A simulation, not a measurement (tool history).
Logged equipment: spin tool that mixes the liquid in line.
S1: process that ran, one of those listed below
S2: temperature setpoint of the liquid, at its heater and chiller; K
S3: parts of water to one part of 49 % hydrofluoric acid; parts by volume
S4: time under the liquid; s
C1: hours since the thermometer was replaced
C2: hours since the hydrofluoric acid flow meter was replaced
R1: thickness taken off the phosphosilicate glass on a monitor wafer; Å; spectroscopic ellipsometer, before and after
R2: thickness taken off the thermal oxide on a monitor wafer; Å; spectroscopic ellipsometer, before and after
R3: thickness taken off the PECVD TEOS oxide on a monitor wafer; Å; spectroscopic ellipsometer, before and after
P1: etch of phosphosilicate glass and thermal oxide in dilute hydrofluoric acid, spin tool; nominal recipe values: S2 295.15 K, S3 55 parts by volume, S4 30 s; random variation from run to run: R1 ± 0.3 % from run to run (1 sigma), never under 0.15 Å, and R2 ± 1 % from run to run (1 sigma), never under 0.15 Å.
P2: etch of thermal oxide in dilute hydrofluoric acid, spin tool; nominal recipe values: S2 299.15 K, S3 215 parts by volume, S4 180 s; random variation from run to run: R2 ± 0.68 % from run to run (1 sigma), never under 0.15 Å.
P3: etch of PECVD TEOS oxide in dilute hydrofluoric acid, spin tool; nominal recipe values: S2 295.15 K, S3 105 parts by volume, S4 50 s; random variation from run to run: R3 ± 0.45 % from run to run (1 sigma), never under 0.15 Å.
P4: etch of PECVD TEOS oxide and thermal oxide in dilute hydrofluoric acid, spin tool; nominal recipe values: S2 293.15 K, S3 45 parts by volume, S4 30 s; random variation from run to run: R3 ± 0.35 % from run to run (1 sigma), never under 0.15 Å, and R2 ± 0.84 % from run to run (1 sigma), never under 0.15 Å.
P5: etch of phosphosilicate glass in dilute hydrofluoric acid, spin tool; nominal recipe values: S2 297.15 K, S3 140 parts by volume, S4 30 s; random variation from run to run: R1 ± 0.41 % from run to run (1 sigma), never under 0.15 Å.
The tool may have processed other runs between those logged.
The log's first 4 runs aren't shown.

run 5 day=0.854 | S1=P1 S2=295.15 S3=20 S4=30 | C1=1448.6 C2=1233.3 | R1=1472.5 R2=73.415
run 6 day=1.042 | S1=P1 S2=295.15 S3=55 S4=30 | C1=1453.1 C2=1237.8 | R1=511.86 R2=26.01
run 7 day=1.196 | S1=P5 S2=290.15 S3=140 S4=30 | C1=1456.8 C2=1241.5 | R1=104.89
run 8 day=1.433 | S1=P2 S2=299.15 S3=215 S4=315 | C1=1462.5 C2=1247.2 | R2=65.499
run 9 day=1.538 | S1=P5 S2=297.15 S3=140 S4=30 | C1=1465 C2=1249.7 | R1=138.91
run 10 day=1.704 | S1=P2 S2=299.15 S3=395 S4=180 | C1=1469 C2=1253.7 | R2=16.704
run 11 day=1.929 | S1=P5 S2=297.15 S3=70 S4=30 | C1=1474.4 C2=1259.1 | R1=301.6
run 12 day=2.146 | S1=P4 S2=293.15 S3=45 S4=30 | C1=1479.6 C2=1264.3 | R2=28.282 R3=144.75
run 13 day=2.35 | S1=P3 S2=295.15 S3=105 S4=50 | C1=1484.5 C2=1269.2 | R3=125.85
run 14 day=2.517 | S1=P1 S2=300.65 S3=90 S4=30 | C1=1488.5 C2=1273.2 | R1=374.33 R2=19.011
run 15 day=2.646 | S1=P4 S2=293.15 S3=45 S4=60 | C1=1491.6 C2=1276.3 | R2=56.491 R3=288.54
run 16 day=2.883 | S1=P2 S2=299.15 S3=215 S4=180 | C1=1497.3 C2=1282 | R2=37.503
run 17 day=3.062 | S1=P3 S2=295.15 S3=30 S4=50 | C1=1501.6 C2=1286.3 | R3=478.95
run 18 day=3.254 | S1=P1 S2=295.15 S3=80 S4=30 | C1=1506.2 C2=1290.9 | R1=344.18 R2=17.483
run 19 day=3.483 | S1=P1 S2=295.15 S3=55 S4=30 | C1=1511.7 C2=1296.4 | R1=512.99 R2=25.85
run 20 day=3.654 | S1=P3 S2=295.15 S3=105 S4=50 | C1=1515.8 C2=1300.5 | R3=125.34
run 21 day=3.85 | S1=P3 S2=300.15 S3=105 S4=50 | C1=1520.5 C2=1305.2 | R3=152.93
run 22 day=3.983 | S1=P1 S2=290.15 S3=55 S4=30 | C1=1523.7 C2=1308.4 | R1=415.34 R2=21.067

Estimate the outcome of run 23 from the log above:
run 23 day=4.2 | S1=P1 S2=295.15 S3=55 S4=30 | C1=1528.9 C2=1313.6 | R1=? R2=?

R1: 514.53 Å
R2: 25.58 Å

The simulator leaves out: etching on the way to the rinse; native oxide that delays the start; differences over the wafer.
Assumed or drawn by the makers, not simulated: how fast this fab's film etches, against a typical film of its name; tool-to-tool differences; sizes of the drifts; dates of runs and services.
